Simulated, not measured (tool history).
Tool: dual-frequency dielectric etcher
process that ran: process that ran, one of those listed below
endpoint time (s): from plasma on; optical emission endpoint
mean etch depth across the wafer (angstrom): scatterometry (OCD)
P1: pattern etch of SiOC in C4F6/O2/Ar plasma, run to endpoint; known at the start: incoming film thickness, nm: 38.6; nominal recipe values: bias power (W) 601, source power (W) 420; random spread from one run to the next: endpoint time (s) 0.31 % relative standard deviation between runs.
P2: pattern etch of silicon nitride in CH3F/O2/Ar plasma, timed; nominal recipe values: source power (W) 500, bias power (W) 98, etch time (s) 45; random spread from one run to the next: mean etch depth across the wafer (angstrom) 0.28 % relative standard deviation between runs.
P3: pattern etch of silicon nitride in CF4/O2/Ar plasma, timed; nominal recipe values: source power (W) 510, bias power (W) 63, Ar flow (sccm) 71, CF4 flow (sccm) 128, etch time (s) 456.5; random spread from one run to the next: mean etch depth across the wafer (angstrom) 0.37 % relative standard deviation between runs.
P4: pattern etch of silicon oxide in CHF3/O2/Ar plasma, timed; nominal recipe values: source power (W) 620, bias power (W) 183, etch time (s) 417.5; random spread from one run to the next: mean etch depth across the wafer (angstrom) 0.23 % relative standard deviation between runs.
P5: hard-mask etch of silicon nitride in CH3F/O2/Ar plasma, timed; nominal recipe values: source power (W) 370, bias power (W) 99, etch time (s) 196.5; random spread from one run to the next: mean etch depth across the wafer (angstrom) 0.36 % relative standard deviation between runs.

| run | hour | process that ran | bias power (W) | source power (W) | etch time (s) | Ar flow (sccm) | CF4 flow (sccm) | hours since the last wet clean | hours since the last bias power generator calibration | hours since the last source power generator calibration | endpoint time (s) | mean etch depth across the wafer (angstrom) |
|---|---|---|---|---|---|---|---|---|---|---|---|---|
| 1 | 4.8 | P1 | 601 | 420 |  |  |  | 75.4 | 710.6 | 2905.7 | 12.053 |  |
| 2 | 8.1 | P2 | 98 | 500 | 45 |  |  | 78.7 | 713.9 | 2909 |  | 368.65 |
| 3 | 12.5 | P1 | 601 | 320 |  |  |  | 83.1 | 718.3 | 2913.4 | 13.356 |  |
| 4 | 15.8 | P3 | 63 | 510 | 456.5 | 71 | 169 | 86.4 | 721.6 | 2916.7 |  | 10504 |
| 5 | 21.5 | P5 | 68 | 370 | 196.5 |  |  | 92.1 | 727.3 | 2922.4 |  | 1293.5 |
| 6 | 25 | P2 | 67 | 500 | 45 |  |  | 95.6 | 730.8 | 2925.9 |  | 323.64 |
| 7 | 29.8 | P4 | 183 | 620 | 417.5 |  |  | 100.4 | 735.6 | 2930.7 |  | 8464.6 |
| 8 | 32.9 | P1 | 446 | 500 |  |  |  | 103.5 | 738.7 | 2933.8 | 12.675 |  |
| 9 | 36.7 | P3 | 63 | 350 | 456.5 | 71 | 128 | 107.3 | 742.5 | 2937.6 |  | 7407.5 |
| 10 | 39.4 | P5 | 99 | 230 | 196.5 |  |  | 110 | 745.2 | 2940.3 |  | 1233.6 |
| 11 | 45 | P1 | 601 | 420 |  |  |  | 115.6 | 750.8 | 2945.9 | 12.088 |  |
| 12 | 49.5 | P4 | 183 | 370 | 417.5 |  |  | 120.1 | 755.3 | 2950.4 |  | 6935.1 |
| 13 | 54.5 | P3 | 63 | 510 | 456.5 | 71 | 128 | 125.1 | 760.3 | 2955.4 |  | 10303 |
| 14 | 57.4 | P3 | 63 | 510 | 456.5 | 57 | 128 | 128 | 763.2 | 2958.3 |  | 10524 |
| 15 | 60.6 | P5 | 99 | 370 | 196.5 |  |  | 131.2 | 766.4 | 2961.5 |  | 1474 |
| 16 | 63.4 | P3 | 88 | 510 | 456.5 | 71 | 128 | 134 | 769.2 | 2964.3 |  | 11714 |
| 17 | 67.3 | P1 | 451 | 420 |  |  |  | 137.9 | 773.1 | 2968.2 | 13.457 |  |
| 18 | 71.9 | P2 | 98 | 310 | 45 |  |  | 142.5 | 777.7 | 2972.8 |  | 308.77 |
| 19 | 75.9 | P1 | 744 | 420 |  |  |  | 146.5 | 781.7 | 2976.8 | 11.187 |  |
| 20 | 81 | P4 | 132 | 620 | 417.5 |  |  | 151.6 | 786.8 | 2981.9 |  | 7605.7 |
| 21 | 85.5 | P1 | 601 | 420 |  |  |  | 156.1 | 791.3 | 2986.4 | 12.066 |  |
| 22 | 90.8 | P5 | 99 | 370 | 265.5 |  |  | 161.4 | 796.6 | 2991.7 |  | 1991.6 |
| 23 | 93.9 | P2 | 98 | 500 | 34 |  |  | 164.5 | 799.7 | 2994.8 |  | 278.7 |
| 24 | 96.8 | P1 | 601 | 420 |  |  |  | 167.4 | 802.6 | 2997.7 | 12.068 |  |
| 25 | 99.6 | P3 | 63 | 510 | 325 | 71 | 128 | 170.2 | 805.4 | 3000.5 |  | 7353 |
| 26 | 102.5 | P4 | 183 | 620 | 299 |  |  | 173.1 | 808.3 | 3003.4 |  | 6066 |
| 27 | 105.9 | P1 | 601 | 420 |  |  |  | 176.5 | 811.7 | 3006.8 | 12.114 |  |
| 28 | 110.5 | P1 | 601 | 580 |  |  |  | 181.1 | 816.3 | 3011.4 | 10.71 |  |
| 29 | 114.3 | P1 | 601 | 420 |  |  |  | 184.9 | 820.1 | 3015.2 | 12.06 |  |
| 30 | 118.7 | P1 | 601 | 420 |  |  |  | 189.3 | 824.5 | 3019.6 | 12.001 |  |
| 31 | 123.1 | P1 | 601 | 420 |  |  |  | 193.7 | 828.9 | 3024 | 12.004 |  |
| 32 | 127.9 | P1 | 601 | 420 |  |  |  | 198.5 | 833.7 | 3028.8 | 11.865 |  |
|  | 130.4 | wet clean of the chamber |
| 33 | 130.7 | P1 | 601 | 420 |  |  |  | 0.4 | 836.5 | 3031.6 | 11.925 |  |
| 34 | 133.9 | P1 | 601 | 420 |  |  |  | 3.6 | 839.7 | 3034.8 | 11.988 |  |
| 35 | 137.4 | P1 | 601 | 420 |  |  |  | 7.1 | 843.2 | 3038.3 | 11.932 |  |
| 36 | 143 | P1 | 601 | 420 |  |  |  | 12.7 | 848.8 | 3043.9 | 11.91 |  |
| 37 | 146.8 | P1 | 601 | 420 |  |  |  | 16.5 | 852.6 | 3047.7 | 11.952 |  |
| 38 | 150.2 | P1 | 601 | 420 |  |  |  | 19.9 | 856 | 3051.1 | 11.867 |  |

What P1 gives has crept off from where it sat before. The 2 causes that follow fit the log equally well, each at the size noted:
A: bias power that arrives over what is set, % = 4.09
B: source power that arrives over what is set, % = 4.28
Onset of the creep was near hour 114.3.
All other causes, with the reason each is excluded:
chamber walls in a state that raises the etch rate, %: maintenance at hour 130.4, after the shift began, did not return the process to its former output

Of the 4 check runs below, each run on 2 wafers with the results averaged and each result still a question mark, which one would tell the listed causes apart?
| check 1 | 153.6 | P4 | 183 | 620 | 417.5 |  |  |  |  |  |  | ? |
| check 2 | 153.6 | P5 | 99 | 370 | 196.5 |  |  |  |  |  |  | ? |
| check 3 | 153.6 | P3 | 63 | 510 | 456.5 | 71 | 128 |  |  |  |  | ? |
| check 4 | 153.6 | P2 | 98 | 500 | 45 |  |  |  |  |  |  | ? |

If the cause were each of the candidates in turn, the checks would give the following:
| check | result | if A | if B |
|---|---|---|---|
| check 1 | mean etch depth across the wafer (angstrom) | 8586.5 | 8607.9 |
| check 2 | mean etch depth across the wafer (angstrom) | 1497.6 | 1498.7 |
| check 3 | mean etch depth across the wafer (angstrom) | 10468 | 10699 |
| check 4 | mean etch depth across the wafer (angstrom) | 374.71 | 375.16 |
Per-check spread between the two closest causes, in the result where they differ most: check 1 0.25 %; check 2 0.08 %; check 3 2.18 %; check 4 0.12 %
Check 3 distinguishes between the causes, while the remaining checks would return nearly the same result for all of them.

Check 3 has now been run. It gave: mean etch depth across the wafer (angstrom) 10473. Which of the candidate causes is it?

A is the cause: bias power that arrives over what is set, %.

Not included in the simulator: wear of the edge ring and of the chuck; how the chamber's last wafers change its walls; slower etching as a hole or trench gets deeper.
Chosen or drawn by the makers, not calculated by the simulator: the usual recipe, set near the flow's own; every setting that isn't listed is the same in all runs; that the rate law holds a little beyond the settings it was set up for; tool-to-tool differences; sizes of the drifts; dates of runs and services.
